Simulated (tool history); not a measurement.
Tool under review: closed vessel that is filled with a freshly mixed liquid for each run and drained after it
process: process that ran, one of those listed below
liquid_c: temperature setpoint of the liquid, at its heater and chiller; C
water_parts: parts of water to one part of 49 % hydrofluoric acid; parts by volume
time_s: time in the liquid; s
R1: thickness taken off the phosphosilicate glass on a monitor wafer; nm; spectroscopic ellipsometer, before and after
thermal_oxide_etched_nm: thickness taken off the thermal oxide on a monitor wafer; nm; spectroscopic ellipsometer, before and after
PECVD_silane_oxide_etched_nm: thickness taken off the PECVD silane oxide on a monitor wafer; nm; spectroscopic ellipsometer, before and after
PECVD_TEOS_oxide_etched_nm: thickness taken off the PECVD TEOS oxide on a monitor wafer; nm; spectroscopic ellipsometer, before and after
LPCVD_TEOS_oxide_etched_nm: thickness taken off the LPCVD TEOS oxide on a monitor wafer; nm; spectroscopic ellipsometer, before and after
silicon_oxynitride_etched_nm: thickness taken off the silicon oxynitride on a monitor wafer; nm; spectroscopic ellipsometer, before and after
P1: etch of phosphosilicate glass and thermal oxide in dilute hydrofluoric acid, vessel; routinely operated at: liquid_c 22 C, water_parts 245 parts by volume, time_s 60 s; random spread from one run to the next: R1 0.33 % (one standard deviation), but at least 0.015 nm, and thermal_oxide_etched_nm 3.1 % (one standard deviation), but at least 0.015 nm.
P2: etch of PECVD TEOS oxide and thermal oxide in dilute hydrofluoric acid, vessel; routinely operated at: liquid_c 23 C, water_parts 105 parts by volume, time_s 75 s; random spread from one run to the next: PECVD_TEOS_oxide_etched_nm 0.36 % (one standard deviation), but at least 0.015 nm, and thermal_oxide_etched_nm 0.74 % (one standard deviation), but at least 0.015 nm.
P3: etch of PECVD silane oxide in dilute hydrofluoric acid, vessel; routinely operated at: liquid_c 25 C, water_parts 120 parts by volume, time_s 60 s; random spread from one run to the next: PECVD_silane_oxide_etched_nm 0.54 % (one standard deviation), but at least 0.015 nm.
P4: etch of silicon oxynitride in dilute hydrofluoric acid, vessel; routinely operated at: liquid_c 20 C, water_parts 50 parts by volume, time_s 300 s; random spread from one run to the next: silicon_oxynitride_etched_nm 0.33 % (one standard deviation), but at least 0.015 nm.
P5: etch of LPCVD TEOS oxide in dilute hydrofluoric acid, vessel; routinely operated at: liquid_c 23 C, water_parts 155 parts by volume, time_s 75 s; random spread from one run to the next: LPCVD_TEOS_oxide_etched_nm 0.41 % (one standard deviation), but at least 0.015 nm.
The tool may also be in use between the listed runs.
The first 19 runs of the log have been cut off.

{"run": 20, "hour": 224.7, "process": "P1", "liquid_c": 22, "water_parts": 245, "time_s": 60, "R1": 15.36, "thermal_oxide_etched_nm": 0.81602}
{"run": 21, "hour": 236.8, "process": "P4", "liquid_c": 20, "water_parts": 50, "time_s": 300, "silicon_oxynitride_etched_nm": 8.5194}
{"run": 22, "hour": 252.2, "process": "P3", "liquid_c": 25, "water_parts": 205, "time_s": 60, "PECVD_silane_oxide_etched_nm": 11.411}
{"run": 23, "hour": 266.8, "process": "P5", "liquid_c": 23, "water_parts": 155, "time_s": 30, "LPCVD_TEOS_oxide_etched_nm": 5.082}
{"run": 24, "hour": 282.1, "process": "P1", "liquid_c": 22, "water_parts": 85, "time_s": 30, "R1": 26.167, "thermal_oxide_etched_nm": 1.4183}
{"hour": 298.1, "done": "thermometer replaced"}
{"run": 25, "hour": 299.0, "process": "P1", "liquid_c": 22, "water_parts": 410, "time_s": 60, "R1": 7.8999, "thermal_oxide_etched_nm": 0.44518}
{"run": 26, "hour": 311.7, "process": "P2", "liquid_c": 23, "water_parts": 170, "time_s": 75, "thermal_oxide_etched_nm": 1.925, "PECVD_TEOS_oxide_etched_nm": 9.2839}
{"run": 27, "hour": 325.1, "process": "P2", "liquid_c": 28, "water_parts": 105, "time_s": 75, "thermal_oxide_etched_nm": 4.0675, "PECVD_TEOS_oxide_etched_nm": 19.598}
{"run": 28, "hour": 332.9, "process": "P3", "liquid_c": 25, "water_parts": 120, "time_s": 60, "PECVD_silane_oxide_etched_nm": 21.448}
{"run": 29, "hour": 341.6, "process": "P1", "liquid_c": 29.5, "water_parts": 245, "time_s": 60, "R1": 19.992, "thermal_oxide_etched_nm": 1.0974}
{"run": 30, "hour": 356.7, "process": "P4", "liquid_c": 20, "water_parts": 50, "time_s": 50, "silicon_oxynitride_etched_nm": 1.4096}
{"run": 31, "hour": 371.2, "process": "P1", "liquid_c": 17.5, "water_parts": 245, "time_s": 90, "R1": 19.301, "thermal_oxide_etched_nm": 1.061}
{"run": 32, "hour": 384.5, "process": "P4", "liquid_c": 26, "water_parts": 50, "time_s": 300, "silicon_oxynitride_etched_nm": 11.429}
{"run": 33, "hour": 395.8, "process": "P3", "liquid_c": 25, "water_parts": 120, "time_s": 110, "PECVD_silane_oxide_etched_nm": 39.167}
{"run": 34, "hour": 406.2, "process": "P1", "liquid_c": 22, "water_parts": 245, "time_s": 60, "R1": 15.313, "thermal_oxide_etched_nm": 0.86012}

Estimate the outcome of run 35 from the log above:
{"run": 35, "hour": 422.6, "process": "P1", "liquid_c": 22, "water_parts": 245, "time_s": 60, "R1": "?", "thermal_oxide_etched_nm": "?"}

Run 35 gave R1 14.982 nm, thermal_oxide_etched_nm 0.84661 nm.
